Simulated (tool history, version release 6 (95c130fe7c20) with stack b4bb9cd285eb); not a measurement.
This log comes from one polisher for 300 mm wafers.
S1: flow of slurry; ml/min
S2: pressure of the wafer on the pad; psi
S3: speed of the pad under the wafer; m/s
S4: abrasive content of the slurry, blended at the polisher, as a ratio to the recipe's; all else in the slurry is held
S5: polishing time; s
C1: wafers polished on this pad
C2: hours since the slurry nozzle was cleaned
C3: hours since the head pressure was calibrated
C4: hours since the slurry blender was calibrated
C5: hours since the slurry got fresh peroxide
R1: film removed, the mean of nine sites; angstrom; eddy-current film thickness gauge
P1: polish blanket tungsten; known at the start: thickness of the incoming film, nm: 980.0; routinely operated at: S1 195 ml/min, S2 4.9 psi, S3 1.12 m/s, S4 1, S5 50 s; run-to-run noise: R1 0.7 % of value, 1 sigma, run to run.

run,hour,S1,S2,S3,S4,S5,C1,C2,C3,C4,C5,R1
1,6.2,195,4.9,1.12,1,50,200,72.8,223.1,59,71.8,3034.2
2,10.5,195,4.9,1.12,1,50,236,77.1,227.4,63.3,76.1,3044.1
3,18.5,195,3.7,1.12,1,50,304,85.1,235.4,71.3,84.1,2305.3
4,26.4,195,4.9,1.12,1,68,371,93,243.3,79.2,92,4159.6
5,33.4,115,4.9,1.12,1,66,430,100,250.3,86.2,99,3678.5
6,38.7,195,4.9,1.12,0.55,50,475,105.3,255.6,91.5,104.3,2699.9
7,42.9,195,4.9,1.12,1,30,510,109.5,259.8,95.7,108.5,1849.3
8,47.4,195,4.9,1.12,1.45,50,548,114,264.3,100.2,113,3360.6
# hour 52.2: slurry blender recalibrated
9,53.4,195,4.9,1.12,1,50,599,120,270.3,1.3,119,3053.5
10,60.6,195,4.9,1.12,1,50,660,127.2,277.5,8.5,126.2,3052.6
11,68.3,305,4.9,1.12,1,50,725,134.9,285.2,16.2,133.9,3237.9
12,75.1,115,4.9,1.12,1,50,783,141.7,292,23,140.7,2775.2
13,82.2,195,7.2,1.12,1,50,843,148.8,299.1,30.1,147.8,4471.2
14,90.1,195,4.9,0.78,1,50,910,156.7,307,38,155.7,2126.6
15,97.3,195,4.9,1.12,1,50,971,163.9,314.2,45.2,162.9,3060.2
16,105.4,195,4.9,1.76,1,50,1039,172,322.3,53.3,171,4797.6
17,112.5,195,4.9,1.12,1,50,1099,179.1,329.4,60.4,178.1,3056.5
18,118.3,195,4.9,1.12,1,50,1148,184.9,335.2,66.2,183.9,2988.6
19,122,195,4.9,1.12,1,50,1180,188.6,338.9,69.9,187.6,2944.7
20,129.6,195,4.9,1.12,1,50,1244,196.2,346.5,77.5,195.2,2856.1
# hour 130.8: slurry tank refilled with fresh slurry and peroxide
# hour 130.9: head pressure recalibrated
# hour 133.6: slurry blender recalibrated
21,137.5,195,4.9,1.12,1,50,1311,204.1,6.6,4,6.8,2854
22,142.5,195,4.9,1.12,1,50,1353,209.1,11.6,9,11.8,2820.7
23,147.4,195,4.9,1.12,1,50,1395,214,16.5,13.9,16.7,2867.5

Something has made what P1 gives creep away from where it was; the 2 causes below, each at its own stated size, fit the log equally well:
A: slurry flow missing at the pad, % = 35.4
B: removal rate lost through wear of the pad, % = 6.97
The onset of the drift is placed at about hour 112.5.
Every other cause this tool's parts could produce, and why it does not fit the log:
head's pressure below its setpoint, %: maintenance at hour 130.9, after the shift began, did not return the process to its former output
abrasive missing from the slurry, %: maintenance at hour 133.6, after the shift began, did not return the process to its former output
peroxide lost from the slurry, %: maintenance at hour 130.8, after the shift began, did not return the process to its former output

The list below offers 4 check runs, each averaging the results of 3 wafers, and shows each result as a question mark. For which of them would the listed causes give clearly different results?
check 1,152.3,195,4.9,1.74,1,50,,,,,,?
check 2,152.3,195,4.9,1.12,0.6,50,,,,,,?
check 3,152.3,195,4.9,1.12,1.4,50,,,,,,?
check 4,152.3,135,4.9,1.12,0.6,50,,,,,,?

How each check would come out, cause by cause:
check,result,if A,if B
check 1,R1,4424.5,4424.6
check 2,R1,2531.6,2531.6
check 3,R1,3087.8,3087.8
check 4,R1,2319.7,2387.1
Gap, in per cent, between the two causes that each check separates least, read from the result that separates them most: check 1 0 %; check 2 0 %; check 3 0 %; check 4 2.87 %
Of the check runs offered, only check 4 discriminates between the causes; the rest would read about the same regardless of which cause applies.

Then check 4 was run and gave: R1 2312.6 angstrom. Which cause is it?

It is A: slurry flow missing at the pad, %.

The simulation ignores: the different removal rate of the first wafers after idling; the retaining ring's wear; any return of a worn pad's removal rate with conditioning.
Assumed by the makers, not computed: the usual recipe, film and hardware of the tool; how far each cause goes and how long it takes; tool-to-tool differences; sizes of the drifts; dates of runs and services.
